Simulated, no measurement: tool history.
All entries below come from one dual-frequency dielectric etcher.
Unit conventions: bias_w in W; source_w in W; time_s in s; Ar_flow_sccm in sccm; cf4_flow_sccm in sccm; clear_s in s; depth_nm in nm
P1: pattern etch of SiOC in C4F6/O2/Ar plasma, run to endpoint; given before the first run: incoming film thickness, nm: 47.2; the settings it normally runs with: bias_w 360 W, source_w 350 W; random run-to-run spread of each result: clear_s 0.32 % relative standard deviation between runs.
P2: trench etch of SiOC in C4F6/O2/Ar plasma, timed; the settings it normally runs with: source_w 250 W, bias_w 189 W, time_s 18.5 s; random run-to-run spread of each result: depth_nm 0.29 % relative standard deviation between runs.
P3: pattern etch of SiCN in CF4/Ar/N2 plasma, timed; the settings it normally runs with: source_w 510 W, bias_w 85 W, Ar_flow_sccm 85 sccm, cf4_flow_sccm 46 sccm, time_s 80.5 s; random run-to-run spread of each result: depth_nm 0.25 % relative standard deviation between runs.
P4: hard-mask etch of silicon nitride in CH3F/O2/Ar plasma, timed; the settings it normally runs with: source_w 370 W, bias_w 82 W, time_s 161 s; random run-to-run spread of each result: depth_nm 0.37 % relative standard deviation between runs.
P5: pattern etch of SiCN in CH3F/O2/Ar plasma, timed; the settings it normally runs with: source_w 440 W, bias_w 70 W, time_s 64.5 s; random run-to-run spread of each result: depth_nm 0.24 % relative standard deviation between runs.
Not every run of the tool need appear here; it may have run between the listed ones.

run   hour  process  bias_w  source_w  time_s  Ar_flow_sccm  cf4_flow_sccm  clear_s  depth_nm
  1      8       P1     360       350                                        19.348
  2   16.5       P1     497       430                                        15.875
  3   20.7       P2     189       250      27                                          47.844
  4   29.8       P1     360       350                                         19.39
  5   38.1       P3      85       510    80.5            85             46             76.861
  6     46       P2     189       250    18.5                                          32.732
  7   52.5       P3      85       510    80.5           107             46             74.627
  8   59.5       P3      85       370    80.5            85             46             58.281
  9   67.3       P2     189       310    18.5                                          35.689
 10   75.9       P4      67       370     161                                          104.51
 11   81.2       P4      82       370     161                                           113.4
 12   86.2       P1     360       450                                        17.649
 13   93.9       P1     445       420                                        16.708
 14  103.1       P5      70       440      37                                          14.118
 15  109.6       P1     360       350                                        19.355
 16  117.9       P1     360       350                                        19.403
 17  122.4       P5      70       540    64.5                                          26.562
 18  128.1       P3      85       510   110.5            85             46             105.95
 19  132.3       P1     499       350                                        17.158
 20    141       P1     360       350                                        19.294
 21  147.5       P4      82       470     161                                          122.71
 22  153.3       P1     253       350                                        21.927
     160.4  -- source power generator calibrated
 23    161       P2     122       250    18.5                                          28.399
 24  166.2       P3      85       510    80.5            85             63             81.057
 25  172.9       P4      82       370      94                                          65.773
 26  178.6       P3     111       510    80.5            85             46             85.391
 27  185.3       P5      70       440    64.5                                          24.594
 28  190.4       P5      96       440    64.5                                          27.595
 29  194.6       P1     360       220                                        23.061
 30  200.7       P1     360       350                                        19.374
 31  209.5       P1     360       350                                        19.332
 32  217.5       P1     360       350                                        19.259
 33  221.6       P1     360       350                                        19.115
     223.4  -- wet clean of the chamber
 34  225.9       P1     360       350                                        19.139
 35  234.1       P1     360       350                                        19.182
 36  241.5       P1     360       350                                        18.994
 37  249.7       P1     360       350                                        19.137
 38    256       P1     360       350                                        19.154

Compared with where it was, what P1 gives has crept away. Each cause listed below fits the log as well as the rest, at the size given for it:
A: bias power that arrives over what is set, % = 4.51
B: source power that arrives over what is set, % = 4.32
Creep in the process output first set in at about hour 200.7.
The rest of the possible causes, and what rules out each one:
chamber walls in a state that raises the etch rate, %: maintenance at hour 223.4, after the shift began, did not return the process to its former output

Listed below are the offered check runs, one wafer per run, with question marks in place of results. For which of them would the causes give clearly different outcomes?
check 1  262.3       P5      87       440    39.5                                               ?
check 2  262.3       P3      85       510    95.5            85             54                  ?
check 3  262.3       P4      82       450     161                                               ?
check 4  262.3       P2     124       300    18.5                                               ?

How each check would come out, cause by cause:
  check    result    if A    if B
check 1  depth_nm   16.56  16.553
check 2  depth_nm  95.249   97.27
check 3  depth_nm  123.55  123.61
check 4  depth_nm  31.147  31.258
How far apart the two closest causes lie, in the result that separates them most: check 1 0.04 %; check 2 2.1 %; check 3 0.04 %; check 4 0.36 %
Check 2 distinguishes between the causes, while the remaining checks would return nearly the same result for all of them.

The results of check 2 are: depth_nm 95.357 nm. Based on these, which of the listed causes is it?

The cause is A: bias power that arrives over what is set, %.

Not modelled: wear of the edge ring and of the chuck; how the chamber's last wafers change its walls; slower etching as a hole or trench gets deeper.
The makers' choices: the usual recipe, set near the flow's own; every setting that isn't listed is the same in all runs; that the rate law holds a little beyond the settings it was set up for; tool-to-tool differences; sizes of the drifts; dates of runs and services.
